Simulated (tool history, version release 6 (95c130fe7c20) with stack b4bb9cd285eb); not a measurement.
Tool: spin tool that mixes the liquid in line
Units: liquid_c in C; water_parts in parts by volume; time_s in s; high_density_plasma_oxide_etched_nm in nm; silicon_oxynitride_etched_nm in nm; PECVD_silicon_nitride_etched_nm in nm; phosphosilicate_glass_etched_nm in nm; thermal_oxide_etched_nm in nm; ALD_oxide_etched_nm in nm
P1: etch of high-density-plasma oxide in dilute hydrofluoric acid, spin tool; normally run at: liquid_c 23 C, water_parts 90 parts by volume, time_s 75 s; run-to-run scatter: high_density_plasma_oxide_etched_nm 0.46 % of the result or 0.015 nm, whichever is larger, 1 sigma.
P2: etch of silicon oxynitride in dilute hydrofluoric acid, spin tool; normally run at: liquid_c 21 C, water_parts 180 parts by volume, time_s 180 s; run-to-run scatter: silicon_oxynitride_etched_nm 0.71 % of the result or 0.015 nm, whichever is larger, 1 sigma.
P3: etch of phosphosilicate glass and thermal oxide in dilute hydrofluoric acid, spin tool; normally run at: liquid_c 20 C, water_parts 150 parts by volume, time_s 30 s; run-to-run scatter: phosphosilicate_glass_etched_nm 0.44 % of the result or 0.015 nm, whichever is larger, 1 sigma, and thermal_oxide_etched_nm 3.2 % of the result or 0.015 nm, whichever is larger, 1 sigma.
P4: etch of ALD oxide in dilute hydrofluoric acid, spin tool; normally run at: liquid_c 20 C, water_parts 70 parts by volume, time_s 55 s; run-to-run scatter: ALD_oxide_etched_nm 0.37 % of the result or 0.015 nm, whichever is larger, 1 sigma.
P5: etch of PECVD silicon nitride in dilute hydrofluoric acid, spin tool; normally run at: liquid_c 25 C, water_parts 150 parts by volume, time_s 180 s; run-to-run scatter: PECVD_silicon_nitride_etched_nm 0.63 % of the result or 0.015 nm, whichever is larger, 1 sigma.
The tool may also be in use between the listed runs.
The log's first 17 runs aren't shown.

run   hour  process  liquid_c  water_parts  time_s  high_density_plasma_oxide_etched_nm  silicon_oxynitride_etched_nm  PECVD_silicon_nitride_etched_nm  phosphosilicate_glass_etched_nm  thermal_oxide_etched_nm  ALD_oxide_etched_nm
 18  167.1       P4        20           70      95                                                                                                                                                                             11.848
 19    178       P1        23           90      75                                6.335
 20  184.8       P4        20           70      55                                                                                                                                                                             6.9194
 21  190.6       P2        21          180     180                                                             3.6093
 22  202.6       P1      26.5          150      75                               4.0932
 23  211.7       P5        25           65     180                                                                                              8.2199
 24  223.3       P5        25          150     180                                                                                              3.6733
 25  229.2       P3        20           30      30                                                                                                                               129.42                   4.1546
 26  238.4       P1        23           90      75                               6.4194
 27  249.1       P1        23          140      75                               3.8237
 28  261.9       P1        23           90      75                               6.4186
 29  269.4       P1        23           90      75                               6.4084
 30  276.1       P4        20           70      55                                                                                                                                                                             6.8603
 31  284.4       P1        23           90      75                               6.3622
 32  293.2       P1        28           90      75                               7.7251
 33    303       P1        23           90     120                               10.221
 34  310.2       P1        23           90      75                               6.4227
 35    320       P1        23           90      75                               6.0496
 36  332.3       P1        23           90      75                               5.9546
 37  342.5       P1        23           90      75                               5.8918
 38    354       P1        23           90      75                               5.8296

Forecast run 39:
 39  364.7       P1        23           90      75                                    ?

{"run 39": {"high_density_plasma_oxide_etched_nm": 5.8239}}

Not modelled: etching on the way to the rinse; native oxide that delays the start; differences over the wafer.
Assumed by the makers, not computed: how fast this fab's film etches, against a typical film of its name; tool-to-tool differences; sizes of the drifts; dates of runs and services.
